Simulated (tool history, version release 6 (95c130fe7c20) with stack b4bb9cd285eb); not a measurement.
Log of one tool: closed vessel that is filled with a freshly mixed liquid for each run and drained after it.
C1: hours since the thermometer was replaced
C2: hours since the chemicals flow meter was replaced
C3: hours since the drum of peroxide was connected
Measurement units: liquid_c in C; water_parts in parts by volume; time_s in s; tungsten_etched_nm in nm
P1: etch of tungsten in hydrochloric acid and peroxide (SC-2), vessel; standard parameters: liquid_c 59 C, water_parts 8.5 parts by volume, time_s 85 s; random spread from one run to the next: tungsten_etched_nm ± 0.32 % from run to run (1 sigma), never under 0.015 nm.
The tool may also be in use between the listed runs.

run 1 hour=3.5 | liquid_c=59 water_parts=8.5 time_s=85 | C1=535.2 C2=326.8 C3=359 | tungsten_etched_nm=28.184
run 2 hour=6 | liquid_c=44 water_parts=8.5 time_s=85 | C1=537.7 C2=329.3 C3=361.5 | tungsten_etched_nm=10.469
run 3 hour=8.3 | liquid_c=70.5 water_parts=4 time_s=85 | C1=540 C2=331.6 C3=363.8 | tungsten_etched_nm=98.855
run 4 hour=11.7 | liquid_c=59 water_parts=8.5 time_s=85 | C1=543.4 C2=335 C3=367.2 | tungsten_etched_nm=28.082
run 5 hour=14.6 | liquid_c=71 water_parts=8.5 time_s=85 | C1=546.3 C2=337.9 C3=370.1 | tungsten_etched_nm=58.351
-- hour=15.5 thermometer replaced
run 6 hour=18.8 | liquid_c=59 water_parts=8.5 time_s=85 | C1=3.3 C2=342.1 C3=374.3 | tungsten_etched_nm=28.289
run 7 hour=22.8 | liquid_c=59 water_parts=8.5 time_s=85 | C1=7.3 C2=346.1 C3=378.3 | tungsten_etched_nm=27.953
run 8 hour=27.4 | liquid_c=71 water_parts=8.5 time_s=140 | C1=11.9 C2=350.7 C3=382.9 | tungsten_etched_nm=95.975
run 9 hour=29.4 | liquid_c=59 water_parts=15 time_s=85 | C1=13.9 C2=352.7 C3=384.9 | tungsten_etched_nm=17.379
run 10 hour=32 | liquid_c=59 water_parts=8.5 time_s=40 | C1=16.5 C2=355.3 C3=387.5 | tungsten_etched_nm=13.238
run 11 hour=35.2 | liquid_c=59 water_parts=8.5 time_s=85 | C1=19.7 C2=358.5 C3=390.7 | tungsten_etched_nm=28.077
run 12 hour=37.7 | liquid_c=59 water_parts=4 time_s=85 | C1=22.2 C2=361 C3=393.2 | tungsten_etched_nm=49.415
run 13 hour=40.2 | liquid_c=59 water_parts=8.5 time_s=155 | C1=24.7 C2=363.5 C3=395.7 | tungsten_etched_nm=51.282
run 14 hour=42.3 | liquid_c=59 water_parts=8.5 time_s=85 | C1=26.8 C2=365.6 C3=397.8 | tungsten_etched_nm=28.006
run 15 hour=46 | liquid_c=59 water_parts=8.5 time_s=85 | C1=30.5 C2=369.3 C3=401.5 | tungsten_etched_nm=28.997
run 16 hour=50.4 | liquid_c=59 water_parts=8.5 time_s=85 | C1=34.9 C2=373.7 C3=405.9 | tungsten_etched_nm=29.82
run 17 hour=54.7 | liquid_c=59 water_parts=8.5 time_s=85 | C1=39.2 C2=378 C3=410.2 | tungsten_etched_nm=30.316
run 18 hour=58 | liquid_c=59 water_parts=8.5 time_s=85 | C1=42.5 C2=381.3 C3=413.5 | tungsten_etched_nm=30.518
run 19 hour=60.5 | liquid_c=59 water_parts=8.5 time_s=85 | C1=45 C2=383.8 C3=416 | tungsten_etched_nm=30.621
run 20 hour=64.3 | liquid_c=59 water_parts=8.5 time_s=85 | C1=48.8 C2=387.6 C3=419.8 | tungsten_etched_nm=30.77
run 21 hour=67.2 | liquid_c=59 water_parts=8.5 time_s=85 | C1=51.7 C2=390.5 C3=422.7 | tungsten_etched_nm=30.789
run 22 hour=71.4 | liquid_c=59 water_parts=8.5 time_s=85 | C1=55.9 C2=394.7 C3=426.9 | tungsten_etched_nm=30.73

What P1 gives has crept away from where it was. These 2 causes fit the log equally well, each at the size given:
A: liquid hotter than its thermometer reads (K) = 1.4
B: chemicals flow above the setpoint (%) = 11.6
The gradual shift began around hour 42.3.
Why every other cause is out:
peroxide weaker than its label (%): capped at 8; at that size tungsten_etched_nm would change by -7.3 %, too little to explain the creep or opposite to it

Which of the check runs below tells the causes apart, meaning the causes would give it clearly different results? Each run uses 2 wafers whose results are averaged, and each result is shown as a question mark.
run check 1 hour=75.6 | liquid_c=46.5 water_parts=14 time_s=85 | tungsten_etched_nm=?
run check 2 hour=75.6 | liquid_c=44.5 water_parts=14.5 time_s=85 | tungsten_etched_nm=?
run check 3 hour=75.6 | liquid_c=47 water_parts=4 time_s=85 | tungsten_etched_nm=?
run check 4 hour=75.6 | liquid_c=59 water_parts=8.5 time_s=115 | tungsten_etched_nm=?

Check results expected under each cause:
check=check_1 result=tungsten_etched_nm if_A=8.951 if_B=8.9542
check=check_2 result=tungsten_etched_nm if_A=7.5765 if_B=7.5734
check=check_3 result=tungsten_etched_nm if_A=24.688 if_B=24.131
check=check_4 result=tungsten_etched_nm if_A=41.596 if_B=41.595
Separation of the two closest causes in each check, using whichever result separates them best: check 1 0.04 %; check 2 0.04 %; check 3 2.28 %; check 4 0 %
Only check 3 tells the causes apart: in the others they would give nearly the same result.

Here is what check 3 returned: tungsten_etched_nm 24.659 nm. Which cause is it?

The cause is A: liquid hotter than its thermometer reads (K).

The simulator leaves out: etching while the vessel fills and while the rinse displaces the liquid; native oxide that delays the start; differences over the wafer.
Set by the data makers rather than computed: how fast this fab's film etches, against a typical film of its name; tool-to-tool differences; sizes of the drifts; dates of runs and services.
